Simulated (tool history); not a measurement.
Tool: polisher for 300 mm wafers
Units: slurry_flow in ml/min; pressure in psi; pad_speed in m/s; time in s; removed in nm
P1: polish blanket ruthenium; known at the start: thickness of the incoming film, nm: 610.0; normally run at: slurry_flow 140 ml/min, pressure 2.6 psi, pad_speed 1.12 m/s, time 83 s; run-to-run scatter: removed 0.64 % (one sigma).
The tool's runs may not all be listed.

run  hour  slurry_flow  pressure  pad_speed  time  wafers polished on this pad  hours since the slurry nozzle was cleaned  hours since the head pressure was calibrated  removed
  1   3.9          140       2.6       1.12    83                          442                                      129.7                                          45.2  120.240
  2   7.1          140       2.6       0.56    46                          460                                      132.9                                          48.4   33.477
  3  12.0          140       2.6       1.12    83                          487                                      137.8                                          53.3  120.570
  4  18.1          140       2.6       1.12    83                          521                                      143.9                                          59.4  120.130
  5  25.2          140       2.6       0.50    83                          561                                      151.0                                          66.5   53.773
  6  29.1          140       2.6       1.12    83                          583                                      154.9                                          70.4  121.400
  7  32.2          140       2.6       1.12   118                          601                                      158.0                                          73.5  173.000
     37.4  -- slurry nozzle cleaned
  8  38.2          140       2.6       1.12    83                          635                                        0.9                                          79.5  121.400
  9  43.6           95       2.6       1.12    83                          665                                        6.3                                          84.9  111.770
 10  47.2          140       2.6       1.72    83                          685                                        9.9                                          88.5  185.570
 11  52.9          140       3.9       1.12    83                          717                                       15.6                                          94.2  181.290
 12  57.3          140       1.2       1.12    83                          742                                       20.0                                          98.6   55.922
 13  61.5          140       2.6       1.12    37                          766                                       24.2                                         102.8   54.028
 14  68.2          215       2.6       1.12    83                          803                                       30.9                                         109.5  129.210
 15  72.0          140       2.6       1.12    83                          825                                       34.7                                         113.3  121.220
 16  78.7          140       2.6       1.12    83                          862                                       41.4                                         120.0  117.230
 17  82.3          140       2.6       1.12    83                          883                                       45.0                                         123.6  116.130

Forecast run 18:
 18  88.6          140       2.6       1.12    83                          918                                       51.3                                         129.9        ?

removed: 114.210 nm
